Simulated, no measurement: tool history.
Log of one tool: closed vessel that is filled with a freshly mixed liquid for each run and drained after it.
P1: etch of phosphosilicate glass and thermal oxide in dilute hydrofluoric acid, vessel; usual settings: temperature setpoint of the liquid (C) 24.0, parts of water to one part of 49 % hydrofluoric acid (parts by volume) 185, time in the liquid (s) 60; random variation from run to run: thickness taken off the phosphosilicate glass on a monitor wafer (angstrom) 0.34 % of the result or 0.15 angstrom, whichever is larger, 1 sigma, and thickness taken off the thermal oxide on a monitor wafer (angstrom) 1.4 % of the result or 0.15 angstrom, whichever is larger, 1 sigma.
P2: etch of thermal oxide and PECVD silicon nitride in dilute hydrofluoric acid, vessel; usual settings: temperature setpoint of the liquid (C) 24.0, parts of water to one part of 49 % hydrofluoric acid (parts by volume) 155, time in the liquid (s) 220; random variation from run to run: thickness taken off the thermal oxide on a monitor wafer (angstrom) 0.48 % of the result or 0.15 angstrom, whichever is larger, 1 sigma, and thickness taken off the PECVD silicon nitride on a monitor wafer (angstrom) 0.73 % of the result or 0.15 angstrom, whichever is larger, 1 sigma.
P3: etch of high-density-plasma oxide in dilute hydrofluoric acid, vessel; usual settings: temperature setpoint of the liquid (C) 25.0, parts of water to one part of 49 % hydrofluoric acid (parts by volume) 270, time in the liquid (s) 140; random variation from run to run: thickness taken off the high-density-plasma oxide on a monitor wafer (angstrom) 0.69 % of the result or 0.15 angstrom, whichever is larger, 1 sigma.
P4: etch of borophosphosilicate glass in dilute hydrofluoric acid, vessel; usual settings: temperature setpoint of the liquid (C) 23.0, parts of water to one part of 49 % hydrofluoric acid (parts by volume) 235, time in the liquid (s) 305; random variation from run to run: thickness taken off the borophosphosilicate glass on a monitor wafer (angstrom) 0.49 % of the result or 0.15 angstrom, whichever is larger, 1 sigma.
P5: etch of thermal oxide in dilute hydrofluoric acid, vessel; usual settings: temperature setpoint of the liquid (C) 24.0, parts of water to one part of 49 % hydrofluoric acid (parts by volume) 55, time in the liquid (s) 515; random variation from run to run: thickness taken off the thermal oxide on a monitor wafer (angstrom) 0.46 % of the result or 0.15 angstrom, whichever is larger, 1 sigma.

run,hour,process that ran,temperature setpoint of the liquid (C),parts of water to one part of 49 % hydrofluoric acid (parts by volume),time in the liquid (s),hours since the thermometer was replaced,hours since the hydrofluoric acid flow meter was replaced,thickness taken off the phosphosilicate glass on a monitor wafer (angstrom),thickness taken off the thermal oxide on a monitor wafer (angstrom),thickness taken off the high-density-plasma oxide on a monitor wafer (angstrom),thickness taken off the PECVD silicon nitride on a monitor wafer (angstrom),thickness taken off the borophosphosilicate glass on a monitor wafer (angstrom)
1,14.3,P1,24.0,185,60,1157.8,1363.8,215.76,14.4000,,,
2,25.8,P1,24.0,185,105,1169.3,1375.3,379.72,25.1320,,,
3,37.1,P3,25.0,270,140,1180.6,1386.6,,,39.061,,
4,52.4,P1,24.0,185,60,1195.9,1401.9,217.30,14.2420,,,
5,61.2,P5,24.0,30,515,1204.7,1410.7,,871.6100,,,
6,71.0,P3,25.0,270,205,1214.5,1420.5,,,56.992,,
7,85.8,P1,24.0,185,60,1229.3,1435.3,217.47,14.7520,,,
8,97.9,P1,24.0,185,30,1241.4,1447.4,107.83,7.3497,,,
9,115.2,P2,24.0,255,220,1258.7,1464.7,,35.9500,,18.8850,
10,126.0,P4,23.0,235,305,1269.5,1475.5,,,,,492.91
11,138.3,P5,32.5,55,515,1281.8,1487.8,,636.9300,,,
12,153.2,P2,32.0,155,220,1296.7,1502.7,,87.0680,,51.2650,
13,170.9,P2,24.0,155,220,1314.4,1520.4,,65.3810,,31.0280,
14,181.4,P1,29.5,185,90,1324.9,1530.9,396.22,26.7450,,,
15,189.7,P1,24.0,315,60,1333.2,1539.2,111.79,7.2781,,,
16,205.7,P5,24.0,55,515,1349.2,1555.2,,460.7800,,,
17,214.8,P1,17.0,185,60,1358.3,1564.3,164.93,11.2510,,,
18,229.1,P5,24.0,55,35,1372.6,1578.6,,31.1630,,,
19,245.3,P1,24.0,185,60,1388.8,1594.8,215.71,14.6830,,,
20,263.3,P4,23.0,235,305,1406.8,1612.8,,,,,492.34
21,272.6,P3,25.0,90,140,1416.1,1622.1,,,143.770,,
22,283.6,P4,23.0,235,615,1427.1,1633.1,,,,,996.21
23,292.0,P1,24.0,80,60,1435.5,1641.5,569.32,39.0050,,,
24,304.6,P4,23.0,95,305,1448.1,1654.1,,,,,1401.90
25,316.2,P2,24.0,155,30,1459.7,1665.7,,8.8544,,4.3121,
26,325.3,P1,29.5,185,60,1468.8,1674.8,264.85,18.3130,,,
27,343.3,P3,18.0,270,140,1486.8,1692.8,,,30.817,,
28,361.8,P1,24.0,185,60,1505.3,1711.3,215.09,14.7830,,,
29,373.9,P4,28.0,235,305,1517.4,1723.4,,,,,586.16
30,389.2,P1,24.0,185,60,1532.7,1738.7,218.22,14.3910,,,
31,407.8,P1,24.0,185,60,1551.3,1757.3,211.70,14.8410,,,
32,417.2,P1,24.0,185,60,1560.7,1766.7,209.08,14.0670,,,

Forecast run 33:
33,435.0,P1,24.0,185,60,1578.5,1784.5,?,?,,,

Run 33 gave thickness taken off the phosphosilicate glass on a monitor wafer (angstrom) 206.94, thickness taken off the thermal oxide on a monitor wafer (angstrom) 13.9310.
